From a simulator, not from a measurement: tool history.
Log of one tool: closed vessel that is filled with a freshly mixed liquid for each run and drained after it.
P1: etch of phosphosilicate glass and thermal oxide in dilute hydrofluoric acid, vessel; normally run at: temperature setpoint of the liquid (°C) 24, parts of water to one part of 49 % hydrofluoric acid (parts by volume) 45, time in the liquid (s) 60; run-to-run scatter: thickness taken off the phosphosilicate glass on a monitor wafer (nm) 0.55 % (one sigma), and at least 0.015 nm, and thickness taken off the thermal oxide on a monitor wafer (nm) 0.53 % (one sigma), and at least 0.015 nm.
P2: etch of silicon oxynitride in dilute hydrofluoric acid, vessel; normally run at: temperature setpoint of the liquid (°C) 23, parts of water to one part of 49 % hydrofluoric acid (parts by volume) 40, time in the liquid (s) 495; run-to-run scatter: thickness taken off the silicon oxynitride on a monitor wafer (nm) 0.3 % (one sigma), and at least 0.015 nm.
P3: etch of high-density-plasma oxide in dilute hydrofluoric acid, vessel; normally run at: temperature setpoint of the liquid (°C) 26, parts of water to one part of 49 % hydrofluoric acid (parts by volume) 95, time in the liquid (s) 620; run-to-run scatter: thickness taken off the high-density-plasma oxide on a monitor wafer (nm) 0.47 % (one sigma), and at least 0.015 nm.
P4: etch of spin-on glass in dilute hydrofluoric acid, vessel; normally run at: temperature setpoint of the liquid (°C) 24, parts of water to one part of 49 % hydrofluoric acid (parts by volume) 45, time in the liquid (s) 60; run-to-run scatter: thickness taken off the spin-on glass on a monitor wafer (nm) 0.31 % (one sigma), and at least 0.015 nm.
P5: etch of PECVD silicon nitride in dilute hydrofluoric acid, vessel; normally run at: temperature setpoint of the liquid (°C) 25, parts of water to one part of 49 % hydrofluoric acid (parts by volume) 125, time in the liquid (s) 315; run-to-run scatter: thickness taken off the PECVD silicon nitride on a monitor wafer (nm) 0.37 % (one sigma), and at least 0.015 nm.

run,day,process that ran,temperature setpoint of the liquid (°C),parts of water to one part of 49 % hydrofluoric acid (parts by volume),time in the liquid (s),thickness taken off the phosphosilicate glass on a monitor wafer (nm),thickness taken off the thermal oxide on a monitor wafer (nm),thickness taken off the PECVD silicon nitride on a monitor wafer (nm),thickness taken off the spin-on glass on a monitor wafer (nm),thickness taken off the high-density-plasma oxide on a monitor wafer (nm),thickness taken off the silicon oxynitride on a monitor wafer (nm)
1,0.171,P1,24,45,60,149.26,7.2427,,,,
2,0.358,P5,25,125,125,,,4.6521,,,
3,0.5,P4,24,20,60,,,,87.751,,
4,0.646,P3,26,20,620,,,,,188.21,
# day 0.762: hydrofluoric acid flow meter replaced
5,0.921,P3,26,95,620,,,,,35.516,
6,1.067,P1,24,20,60,347.39,16.702,,,,
7,1.212,P5,25,125,315,,,11.747,,,
8,1.333,P2,23,40,30,,,,,,1.0554
9,1.592,P2,30,40,495,,,,,,24.119
10,1.825,P1,24,45,60,148.28,7.1462,,,,
11,2.1,P5,17,125,315,,,6.9203,,,
12,2.308,P2,23,20,495,,,,,,35.099
13,2.525,P5,25,125,315,,,11.787,,,
14,2.783,P1,31.5,45,60,199.66,9.6868,,,,
15,2.933,P1,24,45,30,74.469,3.5665,,,,
16,3.175,P4,24,45,60,,,,37.755,,
17,3.358,P1,24,45,60,150.68,7.1884,,,,
18,3.575,P3,26,95,620,,,,,35.899,
19,3.708,P1,17.5,45,60,112.79,5.4648,,,,
20,3.892,P5,25,210,315,,,7.0654,,,
# day 3.921: thermometer replaced
21,4.112,P1,24,70,60,93.293,4.4825,,,,
22,4.388,P1,24,45,60,148.14,7.1479,,,,
23,4.625,P4,24,45,60,,,,37.599,,
24,4.767,P1,24,45,120,297.67,14.293,,,,
25,4.933,P3,31,95,620,,,,,43.35,
26,5.067,P1,24,45,60,148.12,7.2088,,,,
27,5.338,P3,26,95,180,,,,,10.331,
28,5.592,P2,23,40,495,,,,,,17.225
29,5.858,P2,23,40,495,,,,,,17.321
30,6.042,P1,19.5,45,35,72.215,3.4872,,,,
31,6.208,P4,32.5,45,60,,,,52.712,,
32,6.362,P1,29,20,60,428.62,20.511,,,,
33,6.525,P4,24,45,30,,,,18.83,,
34,6.679,P1,24,45,60,148.04,7.2187,,,,
35,6.921,P1,24,45,60,149.45,7.1617,,,,
36,7.125,P1,24,45,60,153.19,7.4634,,,,
37,7.4,P1,24,45,60,157.66,7.7632,,,,
38,7.662,P1,24,45,60,158.51,7.7267,,,,
39,7.829,P1,24,45,60,161.5,7.7377,,,,
40,7.962,P1,24,45,60,161.39,7.7891,,,,
41,8.179,P1,24,45,60,160.11,7.7633,,,,

What P1 gives has crept away from where it was. These 2 causes fit the log equally well, each at the size given:
A: liquid hotter than its thermometer reads (K) = 1.87
B: hydrofluoric acid flow above the setpoint (%) = 7.51
The creep began at about day 6.921.

4 check runs are offered, one wafer each, their results left as question marks. Which one tells the causes apart?
check 1,8.396,P4,31.5,30,60,,,,?,,
check 2,8.396,P2,30,40,55,,,,,,?
check 3,8.396,P5,25,160,315,,,?,,,
check 4,8.396,P3,26,20,620,,,,,?,

What each check would give under each cause:
check,result,if A,if B
check 1,thickness taken off the spin-on glass on a monitor wafer (nm),84.192,84.405
check 2,thickness taken off the silicon oxynitride on a monitor wafer (nm),2.9314,2.8959
check 3,thickness taken off the PECVD silicon nitride on a monitor wafer (nm),10.374,9.9066
check 4,thickness taken off the high-density-plasma oxide on a monitor wafer (nm),202.92,202.37
How far apart the two closest causes lie, in the result that separates them most: check 1 0.25 %; check 2 1.22 %; check 3 4.61 %; check 4 0.27 %
Only check 3 tells the causes apart: in the others they would give nearly the same result.

Check 3 was then run and gave: thickness taken off the PECVD silicon nitride on a monitor wafer (nm) 10.408. Which cause is it?

It is A: liquid hotter than its thermometer reads (K).

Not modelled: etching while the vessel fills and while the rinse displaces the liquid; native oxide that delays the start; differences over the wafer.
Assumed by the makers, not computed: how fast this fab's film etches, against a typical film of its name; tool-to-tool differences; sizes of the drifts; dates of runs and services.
